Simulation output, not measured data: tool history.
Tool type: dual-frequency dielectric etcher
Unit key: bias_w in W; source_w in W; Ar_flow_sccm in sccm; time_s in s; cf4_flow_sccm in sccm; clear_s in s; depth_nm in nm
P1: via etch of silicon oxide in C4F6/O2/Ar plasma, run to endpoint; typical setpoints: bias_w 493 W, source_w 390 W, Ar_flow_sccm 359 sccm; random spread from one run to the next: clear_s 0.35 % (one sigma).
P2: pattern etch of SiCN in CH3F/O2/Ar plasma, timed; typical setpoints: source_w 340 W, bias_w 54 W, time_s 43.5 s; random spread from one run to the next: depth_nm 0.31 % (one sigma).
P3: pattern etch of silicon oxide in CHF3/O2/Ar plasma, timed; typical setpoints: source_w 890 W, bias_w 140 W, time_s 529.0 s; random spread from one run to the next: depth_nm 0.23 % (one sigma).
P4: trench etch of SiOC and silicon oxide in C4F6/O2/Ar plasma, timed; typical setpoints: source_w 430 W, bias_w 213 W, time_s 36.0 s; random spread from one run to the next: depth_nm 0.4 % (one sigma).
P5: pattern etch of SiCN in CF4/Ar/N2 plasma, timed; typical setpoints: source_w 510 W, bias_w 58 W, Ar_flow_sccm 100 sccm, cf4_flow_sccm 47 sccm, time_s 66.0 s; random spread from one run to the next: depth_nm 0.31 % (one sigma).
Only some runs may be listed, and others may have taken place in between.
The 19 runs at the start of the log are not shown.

| run | day | process | bias_w | source_w | Ar_flow_sccm | time_s | cf4_flow_sccm | hours since the last wet clean | hours since the last bias power generator calibration | hours since the last source power generator calibration | hours since the last Ar flow controller change | clear_s | depth_nm |
|---|---|---|---|---|---|---|---|---|---|---|---|---|---|
| 20 | 8.492 | P1 | 493 | 240 | 359 |  |  | 54.7 | 3140.3 | 1070.3 | 1480.3 | 34.181 |  |
| 21 | 8.933 | P5 | 58 | 510 | 71 | 66.0 | 47 | 65.3 | 3150.9 | 1080.9 | 1490.9 |  | 58.7980 |
| 22 | 9.429 | P3 | 140 | 890 |  | 668.0 |  | 77.2 | 3162.8 | 1092.8 | 1502.8 |  | 1441.2000 |
| 23 | 9.671 | P1 | 493 | 240 | 480 |  |  | 83.0 | 3168.6 | 1098.6 | 1508.6 | 35.150 |  |
| 24 | 9.954 | P1 | 493 | 470 | 359 |  |  | 89.8 | 3175.4 | 1105.4 | 1515.4 | 26.677 |  |
| 25 | 10.317 | P1 | 493 | 390 | 253 |  |  | 98.5 | 3184.1 | 1114.1 | 1524.1 | 27.500 |  |
| 26 | 10.833 | P2 | 69 | 340 |  | 43.5 |  | 110.9 | 3196.5 | 1126.5 | 1536.5 |  | 14.9330 |
| 27 | 11.362 | P4 | 213 | 430 |  | 36.0 |  | 123.6 | 3209.2 | 1139.2 | 1549.2 |  | 75.2920 |
| 28 | 11.650 | P2 | 54 | 340 |  | 26.0 |  | 130.5 | 3216.1 | 1146.1 | 1556.1 |  | 8.2074 |

For run 29, what comes out?
| 29 | 11.954 | P1 | 688 | 390 | 359 |  |  | 137.8 | 3223.4 | 1153.4 | 1563.4 | ? |  |

Run 29 yielded clear_s 25.314 s.
